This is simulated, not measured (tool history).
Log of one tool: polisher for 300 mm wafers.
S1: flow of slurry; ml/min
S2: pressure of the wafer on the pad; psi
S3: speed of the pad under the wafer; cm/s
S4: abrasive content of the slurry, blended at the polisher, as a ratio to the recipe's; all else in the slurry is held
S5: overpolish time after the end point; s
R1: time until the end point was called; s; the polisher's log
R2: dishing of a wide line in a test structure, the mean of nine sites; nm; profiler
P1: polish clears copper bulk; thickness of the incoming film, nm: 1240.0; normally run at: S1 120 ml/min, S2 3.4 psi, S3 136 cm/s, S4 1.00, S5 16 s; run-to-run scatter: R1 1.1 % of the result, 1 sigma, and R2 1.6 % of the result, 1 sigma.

| run | day | S1 | S2 | S3 | S4 | S5 | R1 | R2 |
|---|---|---|---|---|---|---|---|---|
| 1 | 0.633 | 120 | 3.4 | 136 | 1.00 | 16 | 86.441 | 40.362 |
| 2 | 1.162 | 120 | 3.4 | 136 | 1.30 | 16 | 83.612 | 39.683 |
| 3 | 1.646 | 120 | 3.4 | 136 | 1.00 | 16 | 87.857 | 39.521 |
|  | 1.746 | head pressure recalibrated |
| 4 | 2.054 | 120 | 3.4 | 78 | 1.00 | 16 | 148.910 | 38.081 |
| 5 | 2.571 | 120 | 3.4 | 136 | 1.00 | 16 | 86.988 | 41.015 |
| 6 | 2.883 | 120 | 1.5 | 136 | 1.00 | 16 | 200.150 | 32.252 |
| 7 | 3.433 | 70 | 3.4 | 136 | 1.00 | 16 | 100.270 | 40.357 |
| 8 | 3.825 | 120 | 5.1 | 136 | 1.00 | 16 | 57.932 | 41.540 |
| 9 | 4.146 | 120 | 3.4 | 136 | 1.00 | 16 | 85.431 | 39.823 |
| 10 | 4.754 | 120 | 3.4 | 136 | 1.00 | 24 | 87.357 | 40.415 |
| 11 | 5.412 | 120 | 3.4 | 136 | 1.00 | 16 | 87.853 | 39.962 |
| 12 | 5.912 | 170 | 3.4 | 136 | 1.00 | 16 | 82.323 | 40.672 |
| 13 | 6.396 | 120 | 4.6 | 136 | 0.55 | 16 | 72.449 | 41.906 |
| 14 | 6.800 | 120 | 3.4 | 136 | 1.00 | 16 | 87.483 | 40.630 |
| 15 | 7.117 | 120 | 3.4 | 136 | 0.55 | 16 | 98.669 | 39.326 |
| 16 | 7.533 | 120 | 3.4 | 136 | 1.00 | 5 | 85.885 | 30.993 |
| 17 | 8.121 | 120 | 3.4 | 196 | 1.00 | 16 | 59.312 | 39.893 |

Forecast run 18:
| 18 | 8.679 | 120 | 3.4 | 136 | 1.00 | 16 | ? | ? |

{"run 18": {"R1": 86.779, "R2": 40.601}}

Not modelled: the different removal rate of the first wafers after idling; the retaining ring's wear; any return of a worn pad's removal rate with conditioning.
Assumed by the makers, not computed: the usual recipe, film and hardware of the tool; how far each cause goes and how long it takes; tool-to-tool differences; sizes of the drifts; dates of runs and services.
